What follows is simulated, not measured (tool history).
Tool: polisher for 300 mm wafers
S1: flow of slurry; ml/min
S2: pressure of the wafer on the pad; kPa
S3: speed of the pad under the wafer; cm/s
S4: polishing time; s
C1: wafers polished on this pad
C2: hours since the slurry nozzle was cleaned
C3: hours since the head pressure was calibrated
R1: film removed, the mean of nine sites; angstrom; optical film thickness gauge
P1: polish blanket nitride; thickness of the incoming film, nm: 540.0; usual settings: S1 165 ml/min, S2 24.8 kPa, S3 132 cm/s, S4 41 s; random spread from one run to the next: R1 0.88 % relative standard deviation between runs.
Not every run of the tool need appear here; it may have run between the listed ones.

run,day,S1,S2,S3,S4,C1,C2,C3,R1
1,0.242,165,24.8,132,41,318,66.9,328.6,1006.60
2,0.350,165,13.1,172,41,348,69.5,331.2,664.21
3,0.500,165,33.1,132,19,388,73.1,334.8,619.16
4,0.696,165,24.8,132,41,441,77.8,339.5,1016.50
5,0.925,165,24.8,132,41,503,83.3,345.0,1009.80
6,1.100,165,24.8,132,41,551,87.5,349.2,1019.50
7,1.225,165,24.8,170,41,585,90.5,352.2,1221.20
8,1.342,165,11.7,132,41,616,93.3,355.0,475.88
9,1.525,165,24.8,90,41,666,97.7,359.4,748.21
10,1.721,230,12.4,132,41,719,102.4,364.1,524.67
11,1.888,165,24.8,132,41,764,106.4,368.1,1008.10
12,2.083,165,24.8,132,19,817,111.1,372.8,469.48

Estimate the outcome of run 13 from the log above:
13,2.292,165,39.3,132,41,874,116.1,377.8,?

R1: 1599.70 angstrom

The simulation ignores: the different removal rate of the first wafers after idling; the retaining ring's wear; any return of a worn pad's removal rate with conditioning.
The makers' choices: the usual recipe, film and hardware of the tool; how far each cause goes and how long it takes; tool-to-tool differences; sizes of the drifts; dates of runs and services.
